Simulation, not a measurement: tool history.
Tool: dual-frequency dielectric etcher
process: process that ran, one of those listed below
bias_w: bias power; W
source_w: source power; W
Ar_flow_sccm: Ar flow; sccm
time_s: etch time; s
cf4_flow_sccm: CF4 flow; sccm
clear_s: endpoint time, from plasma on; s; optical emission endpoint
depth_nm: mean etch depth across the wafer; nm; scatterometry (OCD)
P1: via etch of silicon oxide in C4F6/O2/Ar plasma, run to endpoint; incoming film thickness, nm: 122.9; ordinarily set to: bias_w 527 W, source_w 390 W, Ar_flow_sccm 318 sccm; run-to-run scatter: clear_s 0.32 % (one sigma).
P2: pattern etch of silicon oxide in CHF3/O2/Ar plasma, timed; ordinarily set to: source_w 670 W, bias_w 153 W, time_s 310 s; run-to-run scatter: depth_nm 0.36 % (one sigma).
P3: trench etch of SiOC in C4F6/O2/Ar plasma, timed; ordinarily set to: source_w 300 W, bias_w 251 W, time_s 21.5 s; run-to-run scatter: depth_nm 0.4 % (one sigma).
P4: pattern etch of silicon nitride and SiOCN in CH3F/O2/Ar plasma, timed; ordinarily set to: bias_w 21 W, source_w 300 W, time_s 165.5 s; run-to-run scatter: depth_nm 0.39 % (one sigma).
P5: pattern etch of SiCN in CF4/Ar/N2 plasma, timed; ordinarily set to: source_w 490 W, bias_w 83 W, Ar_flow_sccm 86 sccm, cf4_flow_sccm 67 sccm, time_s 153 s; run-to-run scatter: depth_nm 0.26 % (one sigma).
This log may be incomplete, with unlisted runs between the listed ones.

run     day  process  bias_w  source_w  Ar_flow_sccm  time_s  cf4_flow_sccm  hours since the last wet clean  hours since the last bias power generator calibration  hours since the last source power generator calibration  hours since the last Ar flow controller change  clear_s  depth_nm
  1   0.429       P1     527       390           318                                                   94.2                                                  889.9                                                     1229                                            3211   27.568
  2    0.65       P4      21       170                 165.5                                           99.5                                                  895.2                                                   1234.3                                          3216.3             15.721
  3   0.996       P5      83       490            86     153             46                           107.8                                                  903.5                                                   1242.6                                          3224.6             149.29
  4   1.279       P5      83       490            86     153             67                           114.6                                                  910.3                                                   1249.4                                          3231.4             157.04
  5   1.617       P2     153       460                   310                                          122.7                                                  918.4                                                   1257.5                                          3239.5             516.07
  6   2.046       P1     527       390           318                                                    133                                                  928.7                                                   1267.8                                          3249.8   27.565
  7   2.254       P3     333       300                  21.5                                            138                                                  933.7                                                   1272.8                                          3254.8             50.353
  8    2.55       P1     527       390           318                                                  145.1                                                  940.8                                                   1279.9                                          3261.9   27.642
  9   2.825       P1     527       390           443                                                  151.7                                                  947.4                                                   1286.5                                          3268.5   28.565
 10   3.133       P1     359       390           318                                                  159.1                                                  954.8                                                   1293.9                                          3275.9   31.692
 11    3.35       P2     215       670                   310                                          164.3                                                    960                                                   1299.1                                          3281.1             672.72
      3.429  -- source power generator calibrated
 12   3.692       P1     527       390           255                                                  172.5                                                  968.2                                                      6.4                                          3289.3   26.882
 13     3.9       P4      21       300                  97.5                                          177.5                                                  973.2                                                     11.4                                          3294.3             11.283
 14   4.279       P3     251       300                  12.5                                          186.6                                                  982.3                                                     20.5                                          3303.4             26.485
 15   4.588       P1     527       550           318                                                    194                                                  989.7                                                     27.9                                          3310.8   24.305
 16   4.808       P5      56       490            86     153             67                           199.3                                                    995                                                     33.2                                          3316.1             137.74
 17   5.104       P3     251       300                  21.5                                          206.4                                                 1002.1                                                     40.3                                          3323.2             45.165
 18   5.333       P1     527       390           318                                                  211.9                                                 1007.6                                                     45.8                                          3328.7   27.426
 19   5.533       P5      83       490            86     119             67                           216.7                                                 1012.4                                                     50.6                                          3333.5             122.28
 20   5.867       P2     153       670                   461                                          224.7                                                 1020.4                                                     58.6                                          3341.5              889.7
 21   6.296       P2     153       670                   310                                            235                                                 1030.7                                                     68.9                                          3351.8             597.45
 22   6.617       P5      83       490           120     153             67                           242.7                                                 1038.4                                                     76.6                                          3359.5             150.76
 23   6.979       P3     251       380                  21.5                                          251.4                                                 1047.1                                                     85.3                                          3368.2             49.928
      7.179  -- wet clean of the chamber
      7.379  -- Ar flow controller replaced
 24   7.388       P1     527       390           318                                                    5.1                                                 1056.9                                                     95.1                                             0.2   27.488
 25    7.75       P2     153       670                   310                                           13.8                                                 1065.6                                                    103.8                                             8.9             601.27
 26   7.946       P3     251       300                  21.5                                           18.5                                                 1070.3                                                    108.5                                            13.6             45.298
      8.129  -- bias power generator calibrated
 27   8.238       P1     527       460           408                                                   25.5                                                    2.6                                                    115.5                                            20.6   26.762
 28   8.475       P5      83       490            86     153             67                            31.2                                                    8.3                                                    121.2                                            26.3             157.64
 29   8.812       P4      13       300                 165.5                                           39.3                                                   16.4                                                    129.3                                            34.4             15.605
 30     9.2       P1     527       260           318                                                   48.6                                                   25.7                                                    138.6                                            43.7   31.814
 31   9.442       P5      83       370            86     153             67                            54.4                                                   31.5                                                    144.4                                            49.5              122.8
 32     9.8       P1     671       470           318                                                     63                                                   40.1                                                      153                                            58.1   23.311
 33  10.012       P4      21       300                 165.5                                           68.1                                                   45.2                                                    158.1                                            63.2             19.101
 34  10.371       P4      21       300                 165.5                                           76.7                                                   53.8                                                    166.7                                            71.8             19.128
 35  10.675       P1     666       390           318                                                     84                                                   61.1                                                      174                                            79.1   25.121
 36  11.067       P1     527       390           318                                                   93.4                                                   70.5                                                    183.4                                            88.5   27.591
 37  11.296       P1     527       390           318                                                   98.9                                                     76                                                    188.9                                              94   27.435
 38  11.575       P1     527       390           318                                                  105.6                                                   82.7                                                    195.6                                           100.7   27.321
 39  11.875       P1     527       390           318                                                  112.8                                                   89.9                                                    202.8                                           107.9   27.194
     11.929  -- Ar flow controller replaced
      11.95  -- wet clean of the chamber
 40  12.092       P1     527       390           318                                                    3.4                                                   95.1                                                      208                                             3.9   27.158
 41   12.35       P1     527       390           318                                                    9.6                                                  101.3                                                    214.2                                            10.1   27.346
 42  12.575       P1     527       390           318                                                     15                                                  106.7                                                    219.6                                            15.5   27.146

What P1 gives has crept off from where it sat before. The 2 causes that follow fit the log equally well, each at the size noted:
A: source power that arrives over what is set, % = 4.45
B: bias power that arrives over what is set, % = 4.32
The onset of the drift is placed at about day 11.067.
Every other cause this tool's parts could produce, and why it does not fit the log:
chamber walls in a state that raises the etch rate, %: its service at day 11.95 followed the start of the drift and did not put the process back to its old value
Ar flow that arrives under what is set, %: its service at day 11.929 followed the start of the drift and did not put the process back to its old value

4 check runs are offered, one wafer each, their results left as question marks. Which one tells the causes apart?
check 1  12.8       P5      83       490           109     153             67                                                                                                                                                                                                                  ?
check 2  12.8       P3     303       360                  21.5                                                                                                                                                                                                                                 ?
check 3  12.8       P4      21       180                 165.5                                                                                                                                                                                                                                 ?
check 4  12.8       P2     213       670                   450                                                                                                                                                                                                                                 ?

Check results expected under each cause:
  check    result    if A    if B
check 1  depth_nm  157.99  154.44
check 2  depth_nm  52.806  52.728
check 3  depth_nm  16.363  16.442
check 4  depth_nm  986.68  984.81
Gap, in per cent, between the two causes that each check separates least, read from the result that separates them most: check 1 2.27 %; check 2 0.15 %; check 3 0.49 %; check 4 0.19 %
Check 1 is the one run that separates the causes; every other check would come out nearly the same whichever cause is at work.

Here is what check 1 returned: depth_nm 154.77 nm. Which cause is it?

The correct cause is B, namely: bias power that arrives over what is set, %.
